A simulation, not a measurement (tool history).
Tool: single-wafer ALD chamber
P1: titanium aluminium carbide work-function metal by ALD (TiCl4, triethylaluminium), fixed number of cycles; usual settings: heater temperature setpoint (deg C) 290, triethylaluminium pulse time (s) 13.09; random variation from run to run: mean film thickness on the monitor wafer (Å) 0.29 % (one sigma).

| run | hour | heater temperature setpoint (deg C) | triethylaluminium pulse time (s) | hours since the last thermocouple change | hours since the last triethylaluminium bottle change | mean film thickness on the monitor wafer (Å) |
|---|---|---|---|---|---|---|
| 1 | 14.1 | 290 | 13.09 | 474.2 | 798.6 | 18.595 |
| 2 | 22.4 | 315 | 13.09 | 482.5 | 806.9 | 20.765 |
| 3 | 36.2 | 290 | 13.09 | 496.3 | 820.7 | 18.687 |
| 4 | 50.3 | 265 | 13.09 | 510.4 | 834.8 | 16.55 |
| 5 | 64 | 290 | 13.09 | 524.1 | 848.5 | 18.61 |
| 6 | 76.5 | 290 | 13.09 | 536.6 | 861 | 18.719 |
| 7 | 87.8 | 290 | 6.95 | 547.9 | 872.3 | 17.044 |
| 8 | 102.6 | 290 | 21.7 | 562.7 | 887.1 | 18.801 |
| 9 | 116.3 | 266 | 18.7 | 576.4 | 900.8 | 16.782 |
| 10 | 132.3 | 305 | 21.25 | 592.4 | 916.8 | 20.117 |
| 11 | 147.9 | 290 | 13.09 | 608 | 932.4 | 18.561 |
| 12 | 156.7 | 279 | 9.42 | 616.8 | 941.2 | 17.184 |
| 13 | 163.9 | 290 | 13.09 | 624 | 948.4 | 18.522 |
| 14 | 175.7 | 290 | 13.09 | 635.8 | 960.2 | 18.481 |
| 15 | 185.6 | 290 | 13.09 | 645.7 | 970.1 | 18.334 |
| 16 | 192.8 | 290 | 13.09 | 652.9 | 977.3 | 18.315 |
| 17 | 208.6 | 290 | 13.09 | 668.7 | 993.1 | 18.303 |
| 18 | 220 | 290 | 13.09 | 680.1 | 1004.5 | 18.259 |
| 19 | 229.8 | 290 | 13.09 | 689.9 | 1014.3 | 18.228 |

What P1 gives has crept away from where it was. These 2 causes fit the log equally well, each at the size given:
A: triethylaluminium dose below that of a fresh bottle (%) = 22.8
B: wafer temperature below the value expected at the setpoint (K) = 4.42
The creep began at about hour 163.9.

4 check runs are offered, one wafer each, their results left as question marks. Which one tells the causes apart?
| check 1 | 239.6 | 314 | 13.09 |  |  | ? |
| check 2 | 239.6 | 308 | 8.64 |  |  | ? |
| check 3 | 239.6 | 304 | 13.09 |  |  | ? |
| check 4 | 239.6 | 279 | 13.09 |  |  | ? |

What each check would give under each cause:
| check | result | if A | if B |
|---|---|---|---|
| check 1 | mean film thickness on the monitor wafer (Å) | 20.24 | 20.274 |
| check 2 | mean film thickness on the monitor wafer (Å) | 18.321 | 18.967 |
| check 3 | mean film thickness on the monitor wafer (Å) | 19.405 | 19.425 |
| check 4 | mean film thickness on the monitor wafer (Å) | 17.349 | 17.337 |
How far apart the two closest causes lie, in the result that separates them most: check 1 0.17 %; check 2 3.47 %; check 3 0.1 %; check 4 0.07 %
Only check 2 tells the causes apart: in the others they would give nearly the same result.

Then check 2 was run and gave: mean film thickness on the monitor wafer (Å) 18.311. Which cause is it?

It is A: triethylaluminium dose below that of a fresh bottle (%).
